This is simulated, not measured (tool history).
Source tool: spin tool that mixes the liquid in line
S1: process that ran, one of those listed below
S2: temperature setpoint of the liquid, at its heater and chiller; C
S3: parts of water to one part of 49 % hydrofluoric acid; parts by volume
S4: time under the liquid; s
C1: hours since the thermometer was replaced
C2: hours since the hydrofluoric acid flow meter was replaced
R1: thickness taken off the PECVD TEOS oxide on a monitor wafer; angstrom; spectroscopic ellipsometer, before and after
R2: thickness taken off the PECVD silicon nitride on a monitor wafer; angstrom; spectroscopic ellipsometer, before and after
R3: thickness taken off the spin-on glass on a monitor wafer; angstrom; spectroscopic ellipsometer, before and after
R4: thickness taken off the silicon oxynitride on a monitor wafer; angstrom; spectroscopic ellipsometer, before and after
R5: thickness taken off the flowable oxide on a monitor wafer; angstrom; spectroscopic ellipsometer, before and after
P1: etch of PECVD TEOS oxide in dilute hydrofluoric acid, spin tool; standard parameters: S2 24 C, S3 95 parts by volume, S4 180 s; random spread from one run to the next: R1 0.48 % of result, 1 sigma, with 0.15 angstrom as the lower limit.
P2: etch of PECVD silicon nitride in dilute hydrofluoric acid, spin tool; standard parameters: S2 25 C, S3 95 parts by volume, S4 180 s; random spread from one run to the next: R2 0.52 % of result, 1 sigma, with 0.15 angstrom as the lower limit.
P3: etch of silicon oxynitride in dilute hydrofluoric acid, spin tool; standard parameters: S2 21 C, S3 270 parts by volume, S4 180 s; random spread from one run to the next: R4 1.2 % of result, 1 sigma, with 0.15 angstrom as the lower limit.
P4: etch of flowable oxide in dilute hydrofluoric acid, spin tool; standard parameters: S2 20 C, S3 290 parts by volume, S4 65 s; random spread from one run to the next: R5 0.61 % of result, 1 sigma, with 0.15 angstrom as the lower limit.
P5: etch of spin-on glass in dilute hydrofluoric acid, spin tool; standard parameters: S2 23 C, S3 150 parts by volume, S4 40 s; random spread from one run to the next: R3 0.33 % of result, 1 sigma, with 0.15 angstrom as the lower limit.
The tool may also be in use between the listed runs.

| run | hour | S1 | S2 | S3 | S4 | C1 | C2 | R1 | R2 | R3 | R4 | R5 |
|---|---|---|---|---|---|---|---|---|---|---|---|---|
| 1 | 9.3 | P1 | 24 | 95 | 180 | 459.7 | 256.5 | 330.92 |  |  |  |  |
| 2 | 19.8 | P2 | 25 | 95 | 265 | 470.2 | 267 |  | 60.371 |  |  |  |
| 3 | 28.2 | P5 | 23 | 150 | 40 | 478.6 | 275.4 |  |  | 73.379 |  |  |
| 4 | 39.2 | P2 | 25 | 95 | 180 | 489.6 | 286.4 |  | 40.448 |  |  |  |
| 5 | 49.6 | P5 | 23 | 150 | 40 | 500 | 296.8 |  |  | 73.625 |  |  |
| 6 | 56.3 | P1 | 24 | 20 | 180 | 506.7 | 303.5 | 1734.3 |  |  |  |  |
| 7 | 67.3 | P3 | 21 | 270 | 180 | 517.7 | 314.5 |  |  |  | 18.82 |  |
| 8 | 78.7 | P1 | 24 | 95 | 265 | 529.1 | 325.9 | 487.39 |  |  |  |  |
| 9 | 90.5 | P3 | 21 | 270 | 45 | 540.9 | 337.7 |  |  |  | 4.9457 |  |
| 10 | 100.4 | P4 | 20 | 290 | 15 | 550.8 | 347.6 |  |  |  |  | 11.146 |
| 11 | 106.6 | P1 | 24 | 150 | 180 | 557 | 353.8 | 197 |  |  |  |  |
| 12 | 116.6 | P1 | 28 | 95 | 180 | 567 | 363.8 | 385.44 |  |  |  |  |
| 13 | 122.9 | P1 | 24 | 95 | 180 | 573.3 | 370.1 | 330.75 |  |  |  |  |
| 14 | 129.4 | P4 | 20 | 290 | 65 | 579.8 | 376.6 |  |  |  |  | 48.77 |
| 15 | 138.3 | P4 | 20 | 430 | 65 | 588.7 | 385.5 |  |  |  |  | 28.968 |
| 16 | 149.4 | P5 | 17 | 150 | 40 | 599.8 | 396.6 |  |  | 57.331 |  |  |
| 17 | 156.3 | P5 | 23 | 150 | 15 | 606.7 | 403.5 |  |  | 27.525 |  |  |
| 18 | 168.7 | P4 | 20 | 290 | 65 | 619.1 | 415.9 |  |  |  |  | 48.945 |
| 19 | 177.4 | P1 | 17 | 135 | 180 | 627.8 | 424.6 | 167.72 |  |  |  |  |
| 20 | 184.9 | P1 | 24 | 95 | 180 | 635.3 | 432.1 | 330.54 |  |  |  |  |
|  | 187.8 | hydrofluoric acid flow meter replaced |
| 21 | 198.1 | P3 | 21 | 270 | 180 | 648.5 | 10.3 |  |  |  | 19.267 |  |
| 22 | 209.4 | P1 | 19 | 95 | 180 | 659.8 | 21.6 | 270.6 |  |  |  |  |
| 23 | 222.1 | P4 | 17 | 290 | 65 | 672.5 | 34.3 |  |  |  |  | 43.771 |
| 24 | 228.6 | P1 | 24 | 95 | 20 | 679 | 40.8 | 36.41 |  |  |  |  |
| 25 | 236.5 | P3 | 21 | 110 | 180 | 686.9 | 48.7 |  |  |  | 54.015 |  |
| 26 | 250.4 | P2 | 25 | 160 | 180 | 700.8 | 62.6 |  | 24.418 |  |  |  |
| 27 | 257.1 | P3 | 27 | 270 | 180 | 707.5 | 69.3 |  |  |  | 24.614 |  |
| 28 | 269.5 | P1 | 24 | 95 | 180 | 719.9 | 81.7 | 330.42 |  |  |  |  |
| 29 | 279.5 | P1 | 24 | 95 | 180 | 729.9 | 91.7 | 331.31 |  |  |  |  |
| 30 | 293.2 | P2 | 19.5 | 95 | 180 | 743.6 | 105.4 |  | 28.114 |  |  |  |
| 31 | 303.8 | P1 | 29.5 | 95 | 45 | 754.2 | 116 | 102.99 |  |  |  |  |
| 32 | 313.8 | P5 | 23 | 220 | 40 | 764.2 | 126 |  |  | 46.026 |  |  |
| 33 | 327.8 | P1 | 24 | 95 | 180 | 778.2 | 140 | 331.41 |  |  |  |  |
| 34 | 335 | P1 | 24 | 95 | 180 | 785.4 | 147.2 | 337.32 |  |  |  |  |
| 35 | 347.2 | P1 | 24 | 95 | 180 | 797.6 | 159.4 | 346.33 |  |  |  |  |
| 36 | 354.1 | P1 | 24 | 95 | 180 | 804.5 | 166.3 | 349.17 |  |  |  |  |
| 37 | 366.3 | P1 | 24 | 95 | 180 | 816.7 | 178.5 | 351.46 |  |  |  |  |
| 38 | 378.5 | P1 | 24 | 95 | 180 | 828.9 | 190.7 | 354.88 |  |  |  |  |
| 39 | 387.5 | P1 | 24 | 95 | 180 | 837.9 | 199.7 | 355.7 |  |  |  |  |
| 40 | 393.9 | P1 | 24 | 95 | 180 | 844.3 | 206.1 | 356.91 |  |  |  |  |
| 41 | 405.6 | P1 | 24 | 95 | 180 | 856 | 217.8 | 356.9 |  |  |  |  |
| 42 | 416.9 | P1 | 24 | 95 | 180 | 867.3 | 229.1 | 358.96 |  |  |  |  |
| 43 | 429.3 | P1 | 24 | 95 | 180 | 879.7 | 241.5 | 358.83 |  |  |  |  |

What P1 gives has crept away from where it was. These 2 causes fit the log equally well, each at the size given:
A: liquid hotter than its thermometer reads (K) = 2.07
B: hydrofluoric acid flow above the setpoint (%) = 7.57
At approximately hour 327.8, the process output began to creep.

4 check runs are offered, one wafer each, their results left as question marks. Which one tells the causes apart?
| check 1 | 441.7 | P3 | 21 | 270 | 180 |  |  |  |  |  | ? |  |
| check 2 | 441.7 | P5 | 23 | 150 | 40 |  |  |  |  | ? |  |  |
| check 3 | 441.7 | P2 | 25 | 95 | 180 |  |  |  | ? |  |  |  |
| check 4 | 441.7 | P4 | 20 | 290 | 65 |  |  |  |  |  |  | ? |

Expected result of each check under each candidate cause:
| check | result | if A | if B |
|---|---|---|---|
| check 1 | R4 | 20.904 | 20.782 |
| check 2 | R3 | 79.285 | 79.744 |
| check 3 | R2 | 46.725 | 43.905 |
| check 4 | R5 | 52.629 | 53.505 |
Gap, in per cent, between the two causes that each check separates least, read from the result that separates them most: check 1 0.58 %; check 2 0.58 %; check 3 6.23 %; check 4 1.65 %
Of the check runs offered, only check 3 discriminates between the causes; the rest would read about the same regardless of which cause applies.

After running check 3, the following was obtained: R2 46.586 angstrom. Which cause does this point to?

It is A: liquid hotter than its thermometer reads (K).

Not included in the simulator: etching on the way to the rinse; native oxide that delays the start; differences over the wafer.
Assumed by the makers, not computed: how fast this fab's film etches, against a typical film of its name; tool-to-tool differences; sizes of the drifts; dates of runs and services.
